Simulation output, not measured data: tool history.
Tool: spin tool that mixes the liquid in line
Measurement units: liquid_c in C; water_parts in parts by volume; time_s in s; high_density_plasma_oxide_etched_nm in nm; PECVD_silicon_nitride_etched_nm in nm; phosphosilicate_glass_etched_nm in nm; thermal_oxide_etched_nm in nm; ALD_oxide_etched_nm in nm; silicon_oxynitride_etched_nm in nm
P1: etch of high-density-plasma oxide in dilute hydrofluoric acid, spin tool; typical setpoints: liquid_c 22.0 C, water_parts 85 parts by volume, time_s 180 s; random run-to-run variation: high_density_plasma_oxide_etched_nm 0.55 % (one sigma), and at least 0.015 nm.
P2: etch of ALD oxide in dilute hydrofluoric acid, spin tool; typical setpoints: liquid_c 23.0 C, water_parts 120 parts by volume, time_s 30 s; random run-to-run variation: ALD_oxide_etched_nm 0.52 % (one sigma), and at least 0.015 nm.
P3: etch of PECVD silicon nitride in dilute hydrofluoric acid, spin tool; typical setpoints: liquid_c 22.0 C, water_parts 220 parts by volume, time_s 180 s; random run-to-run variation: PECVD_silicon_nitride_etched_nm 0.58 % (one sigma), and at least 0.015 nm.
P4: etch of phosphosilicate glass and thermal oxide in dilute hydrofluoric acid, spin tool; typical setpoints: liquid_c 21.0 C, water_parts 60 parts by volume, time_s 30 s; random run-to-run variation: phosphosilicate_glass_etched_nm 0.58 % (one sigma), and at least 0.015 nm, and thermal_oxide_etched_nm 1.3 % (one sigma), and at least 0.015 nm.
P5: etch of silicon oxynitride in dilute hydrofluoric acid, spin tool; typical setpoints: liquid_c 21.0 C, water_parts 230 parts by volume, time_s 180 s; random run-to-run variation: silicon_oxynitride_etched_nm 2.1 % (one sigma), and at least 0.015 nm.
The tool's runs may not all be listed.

| run | hour | process | liquid_c | water_parts | time_s | hours since the thermometer was replaced | hours since the hydrofluoric acid flow meter was replaced | high_density_plasma_oxide_etched_nm | PECVD_silicon_nitride_etched_nm | phosphosilicate_glass_etched_nm | thermal_oxide_etched_nm | ALD_oxide_etched_nm | silicon_oxynitride_etched_nm |
|---|---|---|---|---|---|---|---|---|---|---|---|---|---|
| 1 | 4.3 | P1 | 22.0 | 85 | 180 | 481.6 | 92.9 | 21.6460 |  |  |  |  |  |
| 2 | 7.3 | P3 | 22.0 | 60 | 180 | 484.6 | 95.9 |  | 13.1800 |  |  |  |  |
| 3 | 10.9 | P1 | 22.0 | 85 | 180 | 488.2 | 99.5 | 21.4910 |  |  |  |  |  |
| 4 | 15.1 | P4 | 21.0 | 60 | 30 | 492.4 | 103.7 |  |  | 36.360 | 2.1272 |  |  |
| 5 | 19.5 | P4 | 29.0 | 60 | 30 | 496.8 | 108.1 |  |  | 50.016 | 2.9417 |  |  |
| 6 | 24.3 | P1 | 22.0 | 85 | 180 | 501.6 | 112.9 | 21.6730 |  |  |  |  |  |
| 7 | 27.2 | P1 | 22.0 | 25 | 85 | 504.5 | 115.8 | 37.2690 |  |  |  |  |  |
| 8 | 30.4 | P1 | 17.0 | 85 | 180 | 507.7 | 119.0 | 17.6750 |  |  |  |  |  |
| 9 | 34.2 | P1 | 22.0 | 85 | 325 | 511.5 | 122.8 | 38.6370 |  |  |  |  |  |
| 10 | 36.9 | P1 | 17.5 | 115 | 180 | 514.2 | 125.5 | 12.8240 |  |  |  |  |  |
| 11 | 41.5 | P3 | 22.0 | 220 | 180 | 518.8 | 130.1 |  | 3.7121 |  |  |  |  |
| 12 | 46.7 | P1 | 22.0 | 85 | 75 | 524.0 | 135.3 | 9.0811 |  |  |  |  |  |
| 13 | 50.0 | P1 | 22.0 | 55 | 180 | 527.3 | 138.6 | 34.9520 |  |  |  |  |  |
| 14 | 54.4 | P4 | 21.0 | 60 | 15 | 531.7 | 143.0 |  |  | 18.036 | 1.0946 |  |  |
| 15 | 59.0 | P2 | 23.0 | 20 | 30 | 536.3 | 147.6 |  |  |  |  | 41.6020 |  |
| 16 | 64.5 | P2 | 17.0 | 120 | 30 | 541.8 | 153.1 |  |  |  |  | 4.7850 |  |
| 17 | 69.8 | P5 | 21.0 | 415 | 180 | 547.1 | 158.4 |  |  |  |  |  | 0.491890 |
| 18 | 73.3 | P1 | 22.0 | 85 | 180 | 550.6 | 161.9 | 21.6400 |  |  |  |  |  |
| 19 | 76.0 | P2 | 23.0 | 120 | 30 | 553.3 | 164.6 |  |  |  |  | 6.1399 |  |
| 20 | 80.9 | P1 | 22.0 | 85 | 180 | 558.2 | 169.5 | 21.5890 |  |  |  |  |  |
| 21 | 85.1 | P2 | 23.0 | 120 | 30 | 562.4 | 173.7 |  |  |  |  | 6.1667 |  |
| 22 | 87.8 | P3 | 28.0 | 220 | 180 | 565.1 | 176.4 |  | 5.3545 |  |  |  |  |
| 23 | 92.4 | P5 | 28.0 | 230 | 180 | 569.7 | 181.0 |  |  |  |  |  | 1.416300 |
| 24 | 97.3 | P4 | 21.0 | 60 | 30 | 574.6 | 185.9 |  |  | 36.167 | 2.1505 |  |  |
| 25 | 100.0 | P3 | 22.0 | 220 | 320 | 577.3 | 188.6 |  | 6.5918 |  |  |  |  |
| 26 | 105.2 | P3 | 22.0 | 220 | 180 | 582.5 | 193.8 |  | 3.7184 |  |  |  |  |
| 27 | 108.1 | P5 | 21.0 | 230 | 20 | 585.4 | 196.7 |  |  |  |  |  | 0.099667 |
| 28 | 111.3 | P2 | 23.0 | 120 | 55 | 588.6 | 199.9 |  |  |  |  | 11.2930 |  |
| 29 | 115.3 | P5 | 21.0 | 230 | 180 | 592.6 | 203.9 |  |  |  |  |  | 1.007500 |
| 30 | 118.3 | P1 | 27.5 | 85 | 180 | 595.6 | 206.9 | 26.9480 |  |  |  |  |  |
| 31 | 121.6 | P1 | 22.0 | 135 | 180 | 598.9 | 210.2 | 12.8980 |  |  |  |  |  |
| 32 | 127.3 | P4 | 21.0 | 100 | 30 | 604.6 | 215.9 |  |  | 20.832 | 1.2886 |  |  |
| 33 | 132.3 | P1 | 22.0 | 85 | 180 | 609.6 | 220.9 | 21.6510 |  |  |  |  |  |
| 34 | 137.1 | P1 | 22.0 | 85 | 180 | 614.4 | 225.7 | 22.1710 |  |  |  |  |  |
| 35 | 141.4 | P1 | 22.0 | 85 | 180 | 618.7 | 230.0 | 22.2830 |  |  |  |  |  |
| 36 | 144.7 | P1 | 22.0 | 85 | 180 | 622.0 | 233.3 | 22.4220 |  |  |  |  |  |
| 37 | 150.5 | P1 | 22.0 | 85 | 180 | 627.8 | 239.1 | 23.0100 |  |  |  |  |  |
| 38 | 154.8 | P1 | 22.0 | 85 | 180 | 632.1 | 243.4 | 22.7480 |  |  |  |  |  |
| 39 | 158.7 | P1 | 22.0 | 85 | 180 | 636.0 | 247.3 | 22.6720 |  |  |  |  |  |
| 40 | 162.1 | P1 | 22.0 | 85 | 180 | 639.4 | 250.7 | 22.9300 |  |  |  |  |  |
| 41 | 166.3 | P1 | 22.0 | 85 | 180 | 643.6 | 254.9 | 22.9700 |  |  |  |  |  |
| 42 | 170.0 | P1 | 22.0 | 85 | 180 | 647.3 | 258.6 | 23.0320 |  |  |  |  |  |

P1 has crept away from where it was. The log is fitted equally well by each of these 2 causes, at the sizes shown:
A: liquid hotter than its thermometer reads (K) = 1.44
B: hydrofluoric acid flow above the setpoint (%) = 5.44
The process output started creeping at around hour 132.3.

The list below offers 4 check runs, each averaging the results of 2 wafers, and shows each result as a question mark. For which of them would the listed causes give clearly different results?
| check 1 | 173.7 | P3 | 22.0 | 220 | 290 |  |  |  | ? |  |  |  |  |
| check 2 | 173.7 | P5 | 26.5 | 395 | 180 |  |  |  |  |  |  |  | ? |
| check 3 | 173.7 | P4 | 28.0 | 95 | 30 |  |  |  |  | ? | ? |  |  |
| check 4 | 173.7 | P2 | 17.0 | 120 | 30 |  |  |  |  |  |  | ? |  |

Outcome of each check run for each possible cause:
| check | result | if A | if B |
|---|---|---|---|
| check 1 | PECVD_silicon_nitride_etched_nm | 6.5332 | 6.2798 |
| check 2 | silicon_oxynitride_etched_nm | 0.689660 | 0.697080 |
| check 3 | phosphosilicate_glass_etched_nm | 30.686 | 30.833 |
| check 3 | thermal_oxide_etched_nm | 1.8289 | 1.8377 |
| check 4 | ALD_oxide_etched_nm | 5.0923 | 5.0903 |
Distance between the nearest two causes, measured in the result of the check that separates them most: check 1 3.96 %; check 2 1.07 %; check 3 0.48 %; check 4 0.04 %
Check 1 is the one run that separates the causes; every other check would come out nearly the same whichever cause is at work.

Running check 1 produced the following: PECVD_silicon_nitride_etched_nm 6.5412 nm. Which one of the listed causes fits?

Of the candidate causes, it is A: liquid hotter than its thermometer reads (K).

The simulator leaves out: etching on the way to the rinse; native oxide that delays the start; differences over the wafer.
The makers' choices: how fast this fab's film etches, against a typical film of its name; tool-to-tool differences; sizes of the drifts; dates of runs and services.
